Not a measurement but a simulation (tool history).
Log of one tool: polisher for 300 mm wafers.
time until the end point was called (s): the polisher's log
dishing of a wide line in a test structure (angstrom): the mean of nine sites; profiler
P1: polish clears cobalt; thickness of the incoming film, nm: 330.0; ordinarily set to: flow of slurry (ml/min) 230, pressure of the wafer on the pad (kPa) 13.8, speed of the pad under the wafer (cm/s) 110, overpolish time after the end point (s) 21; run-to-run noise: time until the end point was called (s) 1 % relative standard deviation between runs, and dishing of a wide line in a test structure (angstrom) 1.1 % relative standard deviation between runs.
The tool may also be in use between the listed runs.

| run | hour | flow of slurry (ml/min) | pressure of the wafer on the pad (kPa) | speed of the pad under the wafer (cm/s) | overpolish time after the end point (s) | wafers polished on this pad | hours since the slurry nozzle was cleaned | hours since the head pressure was calibrated | time until the end point was called (s) | dishing of a wide line in a test structure (angstrom) |
|---|---|---|---|---|---|---|---|---|---|---|
| 1 | 12.3 | 230 | 13.8 | 110 | 21 | 646 | 110.3 | 353.5 | 51.474 | 517.04 |
| 2 | 31.5 | 230 | 6.2 | 110 | 21 | 870 | 129.5 | 372.7 | 115.67 | 375.57 |
| 3 | 42.7 | 230 | 20 | 110 | 21 | 1000 | 140.7 | 383.9 | 35.477 | 554.34 |
| 4 | 56.1 | 230 | 13.8 | 110 | 6 | 1156 | 154.1 | 397.3 | 52.89 | 271.17 |
| 5 | 70.9 | 230 | 13.8 | 110 | 21 | 1328 | 168.9 | 412.1 | 52.234 | 529.37 |
| 6 | 83.5 | 230 | 13.8 | 160 | 21 | 1474 | 181.5 | 424.7 | 35.829 | 561.42 |
| 7 | 99.5 | 230 | 13.8 | 110 | 21 | 1660 | 197.5 | 440.7 | 51.296 | 514.4 |
| 8 | 111.1 | 230 | 13.8 | 110 | 41 | 1795 | 209.1 | 452.3 | 52.53 | 583.03 |
| 9 | 129.8 | 230 | 13.8 | 110 | 21 | 2012 | 227.8 | 471 | 53.38 | 522.48 |
| 10 | 140.7 | 340 | 13.8 | 142 | 21 | 2139 | 238.7 | 481.9 | 39.196 | 547.62 |
| 11 | 156.5 | 230 | 13.8 | 54 | 21 | 2323 | 254.5 | 497.7 | 105.49 | 395.15 |
| 12 | 175.2 | 140 | 13.8 | 110 | 21 | 2540 | 273.2 | 516.4 | 55.395 | 517.64 |
| 13 | 188.3 | 310 | 13.8 | 110 | 21 | 2692 | 286.3 | 529.5 | 50.5 | 517.36 |

Estimate the outcome of run 14 from the log above:
| 14 | 197 | 230 | 13.8 | 110 | 21 | 2793 | 295 | 538.2 | ? | ? |

time until the end point was called (s): 52.759
dishing of a wide line in a test structure (angstrom): 533.39
